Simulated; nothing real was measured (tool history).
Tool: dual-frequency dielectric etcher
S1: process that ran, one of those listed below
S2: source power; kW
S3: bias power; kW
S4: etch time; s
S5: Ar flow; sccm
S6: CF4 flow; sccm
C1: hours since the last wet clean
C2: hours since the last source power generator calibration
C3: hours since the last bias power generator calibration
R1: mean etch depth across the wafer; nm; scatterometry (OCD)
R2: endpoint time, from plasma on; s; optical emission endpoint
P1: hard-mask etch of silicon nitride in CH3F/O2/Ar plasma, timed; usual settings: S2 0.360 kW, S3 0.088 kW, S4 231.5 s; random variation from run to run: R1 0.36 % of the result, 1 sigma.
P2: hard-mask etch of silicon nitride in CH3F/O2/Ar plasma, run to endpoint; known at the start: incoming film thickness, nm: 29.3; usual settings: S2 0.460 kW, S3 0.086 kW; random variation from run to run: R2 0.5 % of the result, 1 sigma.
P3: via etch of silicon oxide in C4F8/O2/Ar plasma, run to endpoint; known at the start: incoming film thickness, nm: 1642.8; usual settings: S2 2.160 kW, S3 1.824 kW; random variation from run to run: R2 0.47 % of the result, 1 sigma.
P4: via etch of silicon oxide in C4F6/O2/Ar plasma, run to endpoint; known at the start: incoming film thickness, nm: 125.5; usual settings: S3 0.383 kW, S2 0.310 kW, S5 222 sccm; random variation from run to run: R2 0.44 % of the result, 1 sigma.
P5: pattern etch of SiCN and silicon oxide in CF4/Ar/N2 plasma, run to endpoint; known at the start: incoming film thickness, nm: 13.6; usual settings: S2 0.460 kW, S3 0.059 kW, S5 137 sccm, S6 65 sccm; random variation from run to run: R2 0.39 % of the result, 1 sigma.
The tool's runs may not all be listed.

{"run": 1, "day": 0.125, "S1": "P1", "S2": 0.36, "S3": 0.088, "S4": 231.5, "C1": 307.8, "C2": 2395.9, "C3": 1330.6, "R1": 163.82}
{"run": 2, "day": 0.283, "S1": "P5", "S2": 0.46, "S3": 0.073, "S5": 137, "S6": 65, "C1": 311.6, "C2": 2399.7, "C3": 1334.4, "R2": 17.16}
{"run": 3, "day": 0.417, "S1": "P1", "S2": 0.36, "S3": 0.088, "S4": 176.0, "C1": 314.8, "C2": 2402.9, "C3": 1337.6, "R1": 124.08}
{"run": 4, "day": 0.588, "S1": "P4", "S2": 0.31, "S3": 0.383, "S5": 300, "C1": 318.9, "C2": 2407.0, "C3": 1341.7, "R2": 34.514}
{"run": 5, "day": 0.679, "S1": "P3", "S2": 2.16, "S3": 1.824, "C1": 321.1, "C2": 2409.2, "C3": 1343.9, "R2": 328.39}
{"run": 6, "day": 0.817, "S1": "P4", "S2": 0.23, "S3": 0.383, "S5": 222, "C1": 324.4, "C2": 2412.5, "C3": 1347.2, "R2": 37.138}
{"run": 7, "day": 0.933, "S1": "P1", "S2": 0.46, "S3": 0.088, "S4": 231.5, "C1": 327.2, "C2": 2415.3, "C3": 1350.0, "R1": 179.3}
{"run": 8, "day": 1.112, "S1": "P2", "S2": 0.46, "S3": 0.086, "C1": 331.5, "C2": 2419.6, "C3": 1354.3, "R2": 37.799}
{"day": 1.15, "done": "bias power generator calibrated"}
{"run": 9, "day": 1.292, "S1": "P1", "S2": 0.36, "S3": 0.088, "S4": 231.5, "C1": 335.8, "C2": 2423.9, "C3": 3.4, "R1": 163.74}
{"run": 10, "day": 1.462, "S1": "P1", "S2": 0.36, "S3": 0.088, "S4": 333.0, "C1": 339.9, "C2": 2428.0, "C3": 7.5, "R1": 236.09}
{"run": 11, "day": 1.617, "S1": "P5", "S2": 0.46, "S3": 0.059, "S5": 88, "S6": 65, "C1": 343.6, "C2": 2431.7, "C3": 11.2, "R2": 17.045}
{"run": 12, "day": 1.788, "S1": "P1", "S2": 0.36, "S3": 0.088, "S4": 231.5, "C1": 347.7, "C2": 2435.8, "C3": 15.3, "R1": 162.81}
{"run": 13, "day": 1.867, "S1": "P5", "S2": 0.62, "S3": 0.059, "S5": 137, "S6": 65, "C1": 349.6, "C2": 2437.7, "C3": 17.2, "R2": 14.067}
{"run": 14, "day": 2.021, "S1": "P5", "S2": 0.46, "S3": 0.059, "S5": 137, "S6": 65, "C1": 353.3, "C2": 2441.4, "C3": 20.9, "R2": 18.427}
{"run": 15, "day": 2.125, "S1": "P1", "S2": 0.43, "S3": 0.116, "S4": 231.5, "C1": 355.8, "C2": 2443.9, "C3": 23.4, "R1": 192.1}
{"run": 16, "day": 2.229, "S1": "P1", "S2": 0.36, "S3": 0.063, "S4": 231.5, "C1": 358.3, "C2": 2446.4, "C3": 25.9, "R1": 144.78}
{"run": 17, "day": 2.388, "S1": "P1", "S2": 0.36, "S3": 0.088, "S4": 231.5, "C1": 362.1, "C2": 2450.2, "C3": 29.7, "R1": 163.63}
{"run": 18, "day": 2.562, "S1": "P1", "S2": 0.36, "S3": 0.088, "S4": 231.5, "C1": 366.3, "C2": 2454.4, "C3": 33.9, "R1": 164.64}
{"run": 19, "day": 2.733, "S1": "P1", "S2": 0.23, "S3": 0.088, "S4": 231.5, "C1": 370.4, "C2": 2458.5, "C3": 38.0, "R1": 137.79}
{"run": 20, "day": 2.904, "S1": "P2", "S2": 0.46, "S3": 0.066, "C1": 374.5, "C2": 2462.6, "C3": 42.1, "R2": 40.87}
{"run": 21, "day": 3.025, "S1": "P4", "S2": 0.31, "S3": 0.227, "S5": 222, "C1": 377.4, "C2": 2465.5, "C3": 45.0, "R2": 40.096}
{"run": 22, "day": 3.129, "S1": "P2", "S2": 0.46, "S3": 0.086, "C1": 379.9, "C2": 2468.0, "C3": 47.5, "R2": 37.365}
{"run": 23, "day": 3.238, "S1": "P1", "S2": 0.25, "S3": 0.088, "S4": 133.5, "C1": 382.5, "C2": 2470.6, "C3": 50.1, "R1": 82.713}
{"run": 24, "day": 3.383, "S1": "P5", "S2": 0.46, "S3": 0.059, "S5": 137, "S6": 46, "C1": 386.0, "C2": 2474.1, "C3": 53.6, "R2": 19.475}
{"run": 25, "day": 3.554, "S1": "P1", "S2": 0.36, "S3": 0.107, "S4": 231.5, "C1": 390.1, "C2": 2478.2, "C3": 57.7, "R1": 175.41}
{"run": 26, "day": 3.708, "S1": "P3", "S2": 2.16, "S3": 2.544, "C1": 393.8, "C2": 2481.9, "C3": 61.4, "R2": 299.49}
{"run": 27, "day": 3.838, "S1": "P3", "S2": 2.16, "S3": 1.824, "C1": 396.9, "C2": 2485.0, "C3": 64.5, "R2": 327.09}
{"run": 28, "day": 3.967, "S1": "P2", "S2": 0.32, "S3": 0.086, "C1": 400.0, "C2": 2488.1, "C3": 67.6, "R2": 43.196}
{"run": 29, "day": 4.138, "S1": "P1", "S2": 0.36, "S3": 0.088, "S4": 231.5, "C1": 404.1, "C2": 2492.2, "C3": 71.7, "R1": 163.36}
{"run": 30, "day": 4.317, "S1": "P1", "S2": 0.36, "S3": 0.088, "S4": 231.5, "C1": 408.4, "C2": 2496.5, "C3": 76.0, "R1": 163.12}
{"run": 31, "day": 4.412, "S1": "P3", "S2": 1.34, "S3": 1.824, "C1": 410.7, "C2": 2498.8, "C3": 78.3, "R2": 399.06}
{"run": 32, "day": 4.504, "S1": "P4", "S2": 0.31, "S3": 0.383, "S5": 222, "C1": 412.9, "C2": 2501.0, "C3": 80.5, "R2": 33.532}
{"run": 33, "day": 4.617, "S1": "P1", "S2": 0.36, "S3": 0.088, "S4": 231.5, "C1": 415.6, "C2": 2503.7, "C3": 83.2, "R1": 163.86}
{"run": 34, "day": 4.746, "S1": "P1", "S2": 0.36, "S3": 0.088, "S4": 231.5, "C1": 418.7, "C2": 2506.8, "C3": 86.3, "R1": 162.41}
{"run": 35, "day": 4.921, "S1": "P1", "S2": 0.36, "S3": 0.088, "S4": 231.5, "C1": 422.9, "C2": 2511.0, "C3": 90.5, "R1": 161.61}
{"run": 36, "day": 5.079, "S1": "P1", "S2": 0.36, "S3": 0.088, "S4": 231.5, "C1": 426.7, "C2": 2514.8, "C3": 94.3, "R1": 161.29}
{"run": 37, "day": 5.258, "S1": "P1", "S2": 0.36, "S3": 0.088, "S4": 231.5, "C1": 431.0, "C2": 2519.1, "C3": 98.6, "R1": 161.26}
{"run": 38, "day": 5.383, "S1": "P1", "S2": 0.36, "S3": 0.088, "S4": 231.5, "C1": 434.0, "C2": 2522.1, "C3": 101.6, "R1": 160.37}
{"day": 5.408, "done": "wet clean of the chamber"}
{"run": 39, "day": 5.55, "S1": "P1", "S2": 0.36, "S3": 0.088, "S4": 231.5, "C1": 3.4, "C2": 2526.1, "C3": 105.6, "R1": 159.61}
{"run": 40, "day": 5.729, "S1": "P1", "S2": 0.36, "S3": 0.088, "S4": 231.5, "C1": 7.7, "C2": 2530.4, "C3": 109.9, "R1": 160.02}
{"run": 41, "day": 5.846, "S1": "P1", "S2": 0.36, "S3": 0.088, "S4": 231.5, "C1": 10.5, "C2": 2533.2, "C3": 112.7, "R1": 161.24}
{"run": 42, "day": 5.971, "S1": "P1", "S2": 0.36, "S3": 0.088, "S4": 231.5, "C1": 13.5, "C2": 2536.2, "C3": 115.7, "R1": 159.93}
{"run": 43, "day": 6.092, "S1": "P1", "S2": 0.36, "S3": 0.088, "S4": 231.5, "C1": 16.4, "C2": 2539.1, "C3": 118.6, "R1": 159.86}
{"run": 44, "day": 6.2, "S1": "P1", "S2": 0.36, "S3": 0.088, "S4": 231.5, "C1": 19.0, "C2": 2541.7, "C3": 121.2, "R1": 159.8}

What P1 gives has crept away from where it was. These 2 causes fit the log equally well, each at the size given:
A: bias power that arrives under what is set, % = 4.91
B: source power that arrives under what is set, % = 4.72
The creep began at about day 4.617.
Why every other cause is out:
chamber walls in a state that lowers the etch rate, %: serviced at day 5.408, which brought nothing back

4 check runs are offered, each on 2 wafers whose results are averaged, their results left as question marks. Which one tells the causes apart?
{"run": "check 1", "day": 6.308, "S1": "P2", "S2": 0.46, "S3": 0.086, "R2": "?"}
{"run": "check 2", "day": 6.308, "S1": "P4", "S2": 0.31, "S3": 0.383, "S5": 222, "R2": "?"}
{"run": "check 3", "day": 6.308, "S1": "P3", "S2": 2.16, "S3": 1.824, "R2": "?"}
{"run": "check 4", "day": 6.308, "S1": "P5", "S2": 0.46, "S3": 0.059, "S5": 137, "S6": 65, "R2": "?"}

What each check would give under each cause:
check=check_1 result=R2 if_A=38.188 if_B=38.208
check=check_2 result=R2 if_A=34.132 if_B=34.122
check=check_3 result=R2 if_A=334.360 if_B=336.210
check=check_4 result=R2 if_A=18.680 if_B=19.159
How far apart the two closest causes lie, in the result that separates them most: check 1 0.05 %; check 2 0.03 %; check 3 0.55 %; check 4 2.53 %
Check 4 tells the causes apart: in the others they would give nearly the same result.

Then check 4 was run and gave: R2 19.206 s. Which cause is it?

It is B: source power that arrives under what is set, %.

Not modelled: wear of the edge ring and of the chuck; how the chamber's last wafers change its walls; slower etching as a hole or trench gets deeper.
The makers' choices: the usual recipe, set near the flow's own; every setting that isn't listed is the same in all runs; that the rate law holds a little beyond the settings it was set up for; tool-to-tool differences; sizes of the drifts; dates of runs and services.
